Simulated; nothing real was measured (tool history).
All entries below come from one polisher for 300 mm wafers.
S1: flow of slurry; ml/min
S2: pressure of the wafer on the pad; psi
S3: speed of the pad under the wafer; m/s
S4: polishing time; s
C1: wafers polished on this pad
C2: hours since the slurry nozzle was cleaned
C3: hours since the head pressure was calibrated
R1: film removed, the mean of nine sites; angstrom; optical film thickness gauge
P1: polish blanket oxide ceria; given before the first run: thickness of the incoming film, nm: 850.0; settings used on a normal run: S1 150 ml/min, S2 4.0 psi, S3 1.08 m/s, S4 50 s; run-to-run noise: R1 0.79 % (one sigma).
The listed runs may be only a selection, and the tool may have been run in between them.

run	hour	S1	S2	S3	S4	C1	C2	C3	R1
1	15.3	150	4.0	1.08	50	950	291.1	298.6	2701.2
2	29.8	150	4.0	1.08	50	1045	305.6	313.1	2688.3
3	43.1	150	1.8	1.08	50	1132	318.9	326.4	1230.2
4	58.4	90	4.0	1.08	50	1232	334.2	341.7	2414.8
5	70.1	150	4.0	1.08	79	1309	345.9	353.4	4283.1
6	78.5	150	4.0	1.08	50	1364	354.3	361.8	2681.7
7	89.6	210	4.0	1.08	50	1437	365.4	372.9	2862.5
8	96.9	150	4.0	1.08	27	1484	372.7	380.2	1450.6
9	104.9	150	6.3	1.08	50	1537	380.7	388.2	4288.4
10	115.1	150	4.0	1.08	50	1603	390.9	398.4	2720.8
11	125.3	150	4.0	0.52	50	1670	401.1	408.6	1328.0
12	137.8	150	4.0	1.08	50	1752	413.6	421.1	2689.6
13	148.2	150	5.6	1.08	70	1820	424.0	431.5	5325.1
14	155.3	150	4.0	1.54	50	1867	431.1	438.6	3924.0
15	170.7	150	4.0	1.08	50	1967	446.5	454.0	2669.8
16	181.8	150	4.0	1.08	50	2040	457.6	465.1	2706.5
17	190.0	150	4.0	1.08	50	2094	465.8	473.3	2646.8
18	200.9	150	4.0	1.08	50	2165	476.7	484.2	2580.3
19	212.2	150	4.0	1.08	50	2239	488.0	495.5	2538.2
20	219.4	150	4.0	1.08	50	2286	495.2	502.7	2531.5
# hour 223.7: worn pad replaced by a new one
21	234.4	150	4.0	1.08	50	70	510.2	517.7	2513.9
22	242.9	150	4.0	1.08	50	125	518.7	526.2	2487.7

P1 no longer gives what it gave before; its output has crept away from where it was. The following 2 causes, each at its listed size, fit the log equally well:
A: slurry flow missing at the pad, % = 33.6
B: head's pressure below its setpoint, % = 8.24
Onset of the creep was near hour 181.8.
Every other cause this tool's parts could produce, and why it does not fit the log:
removal rate lost through wear of the pad, %: serviced at hour 223.7, which brought nothing back

Which of the 4 check runs listed below, each an average over 2 wafers with its results shown as question marks, gives clearly different results under the different listed causes?
check 1	251.4	150	1.8	1.44	50				?
check 2	251.4	150	4.0	0.68	78				?
check 3	251.4	90	4.0	1.08	38				?
check 4	251.4	150	2.0	1.08	50				?

How each check would come out, cause by cause:
check	result	if A	if B
check 1	R1	1495.6	1495.5
check 2	R1	2448.3	2448.2
check 3	R1	1613.1	1692.7
check 4	R1	1246.3	1246.2
Minimum pairwise separation of causes per check, each pair taken at its best-separating result: check 1 0 %; check 2 0 %; check 3 4.82 %; check 4 0 %
Check 3 tells the causes apart: in the others they would give nearly the same result.

Check 3 was carried out, with these results: R1 1699.9 angstrom. Which of the listed causes is responsible?

B is the cause: head's pressure below its setpoint, %.

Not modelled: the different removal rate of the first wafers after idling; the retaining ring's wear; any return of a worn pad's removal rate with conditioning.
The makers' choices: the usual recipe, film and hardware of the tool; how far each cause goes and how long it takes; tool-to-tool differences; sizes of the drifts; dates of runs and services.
